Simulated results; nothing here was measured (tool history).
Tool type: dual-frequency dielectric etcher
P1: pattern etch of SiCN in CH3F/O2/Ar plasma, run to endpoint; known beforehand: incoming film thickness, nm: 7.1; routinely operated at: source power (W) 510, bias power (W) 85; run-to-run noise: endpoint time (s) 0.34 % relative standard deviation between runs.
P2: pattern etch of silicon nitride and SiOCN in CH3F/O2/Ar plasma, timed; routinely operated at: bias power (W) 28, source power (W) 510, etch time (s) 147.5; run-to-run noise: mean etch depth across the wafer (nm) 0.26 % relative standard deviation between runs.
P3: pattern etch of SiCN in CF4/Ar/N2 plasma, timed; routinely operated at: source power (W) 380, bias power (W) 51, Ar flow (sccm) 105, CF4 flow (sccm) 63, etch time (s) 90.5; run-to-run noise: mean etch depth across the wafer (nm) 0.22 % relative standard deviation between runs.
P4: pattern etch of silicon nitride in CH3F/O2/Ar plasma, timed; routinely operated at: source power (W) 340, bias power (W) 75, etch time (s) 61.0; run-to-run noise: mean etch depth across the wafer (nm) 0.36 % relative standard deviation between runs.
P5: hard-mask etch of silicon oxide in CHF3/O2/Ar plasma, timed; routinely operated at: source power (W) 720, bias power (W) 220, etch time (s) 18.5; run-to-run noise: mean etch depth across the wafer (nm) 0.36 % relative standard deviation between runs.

run	hour	process that ran	source power (W)	bias power (W)	etch time (s)	Ar flow (sccm)	CF4 flow (sccm)	hours since the last wet clean	hours since the last source power generator calibration	hours since the last bias power generator calibration	endpoint time (s)	mean etch depth across the wafer (nm)
1	10.7	P1	510	85				334.2	1504.6	1190.4	16.498	
2	25.7	P5	590	220	18.5			349.2	1519.6	1205.4		39.661
3	35.0	P1	510	85				358.5	1528.9	1214.7	16.516	
4	48.5	P1	330	85				372.0	1542.4	1228.2	19.552	
5	60.9	P4	340	75	79.5			384.4	1554.8	1240.6		54.262
6	74.3	P4	410	75	61.0			397.8	1568.2	1254.0		44.512
7	90.0	P1	620	110				413.5	1583.9	1269.7	13.934	
8	103.2	P3	380	51	90.5	105	63	426.7	1597.1	1282.9		56.073
9	120.8	P5	720	220	18.5			444.3	1614.7	1300.5		42.876
10	135.5	P2	510	28	147.5			459.0	1629.4	1315.2		23.325
11	151.4	P1	700	118				474.9	1645.3	1331.1	13.079	
12	161.4	P2	510	34	147.5			484.9	1655.3	1341.1		25.579
13	179.4	P3	380	51	90.5	105	63	502.9	1673.3	1359.1		55.968
14	192.8	P5	720	263	18.5			516.3	1686.7	1372.5		45.673
15	206.4	P1	710	66				529.9	1700.3	1386.1	15.962	
16	215.0	P5	720	220	18.5			538.5	1708.9	1394.7		42.891
17	231.0	P2	510	28	114.5			554.5	1724.9	1410.7		18.045
18	249.9	P2	380	28	147.5			573.4	1743.8	1429.6		21.122
19	263.1	P1	510	53				586.6	1757.0	1442.8	19.400	
20	280.7	P5	720	220	12.5			604.2	1774.6	1460.4		28.828
21	290.6	P1	510	85				614.1	1784.5	1470.3	16.541	
22	300.2	P4	340	49	61.0			623.7	1794.1	1479.9		36.055
23	313.1	P1	510	85				636.6	1807.0	1492.8	16.564	
24	332.1	P3	380	51	116.5	105	63	655.6	1826.0	1511.8		72.146
25	340.9	P1	510	85				664.4	1834.8	1520.6	16.465	
26	353.7	P1	510	85				677.2	1847.6	1533.4	16.470	
# hour 354.0: wet clean of the chamber
27	370.6	P1	630	85				16.7	1864.5	1550.3	15.252	
28	379.0	P3	520	51	90.5	105	63	25.1	1872.9	1558.7		73.979
29	391.3	P1	510	114				37.4	1885.2	1571.0	14.880	
30	409.4	P4	340	75	61.0			55.5	1903.3	1589.1		41.830
31	422.2	P3	380	71	90.5	105	63	68.3	1916.1	1601.9		62.694
32	433.6	P3	380	51	90.5	105	37	79.7	1927.5	1613.3		51.125
33	443.1	P3	380	51	90.5	62	63	89.2	1937.0	1622.8		60.875
34	451.5	P1	510	85				97.6	1945.4	1631.2	16.485	
35	465.1	P1	510	85				111.2	1959.0	1644.8	16.705	
36	478.5	P1	510	85				124.6	1972.4	1658.2	16.734	
37	493.2	P1	510	85				139.3	1987.1	1672.9	16.703	
# hour 503.4: wet clean of the chamber
38	511.0	P1	510	85				7.7	2004.9	1690.7	16.731	
39	521.2	P1	510	85				17.9	2015.1	1700.9	16.888	
40	534.6	P1	510	85				31.3	2028.5	1714.3	16.851	
41	548.9	P1	510	85				45.6	2042.8	1728.6	16.815	
42	562.8	P1	510	85				59.5	2056.7	1742.5	16.749	

P1 no longer gives what it gave before; its output has crept away from where it was. The following 2 causes, each at its listed size, fit the log equally well:
A: source power that arrives under what is set, % = 4.39
B: bias power that arrives under what is set, % = 4.58
The drift started at roughly hour 451.5.
Each remaining cause and why it is not a fit:
chamber walls in a state that lowers the etch rate, %: serviced at hour 503.4, which brought nothing back

4 check runs are offered, one wafer each, their results left as question marks. Which one tells the causes apart?
check 1	576.7	P3	380	51	90.5	105	63					?
check 2	576.7	P4	340	75	61.0							?
check 3	576.7	P5	720	220	18.5							?
check 4	576.7	P2	510	28	147.5							?

What every check run would give for each of its results, assuming each possible cause in turn:
check	result	if A	if B
check 1	mean etch depth across the wafer (nm)	53.808	55.117
check 2	mean etch depth across the wafer (nm)	40.916	40.939
check 3	mean etch depth across the wafer (nm)	42.091	42.129
check 4	mean etch depth across the wafer (nm)	22.966	22.828
Per check, the gap between the least separated pair of causes, taken in the result that splits them most: check 1 2.4 %; check 2 0.06 %; check 3 0.09 %; check 4 0.6 %
Check 1 is the one run that separates the causes; every other check would come out nearly the same whichever cause is at work.

Here is what check 1 returned: mean etch depth across the wafer (nm) 53.686. Which cause is it?

It was cause A: source power that arrives under what is set, %.
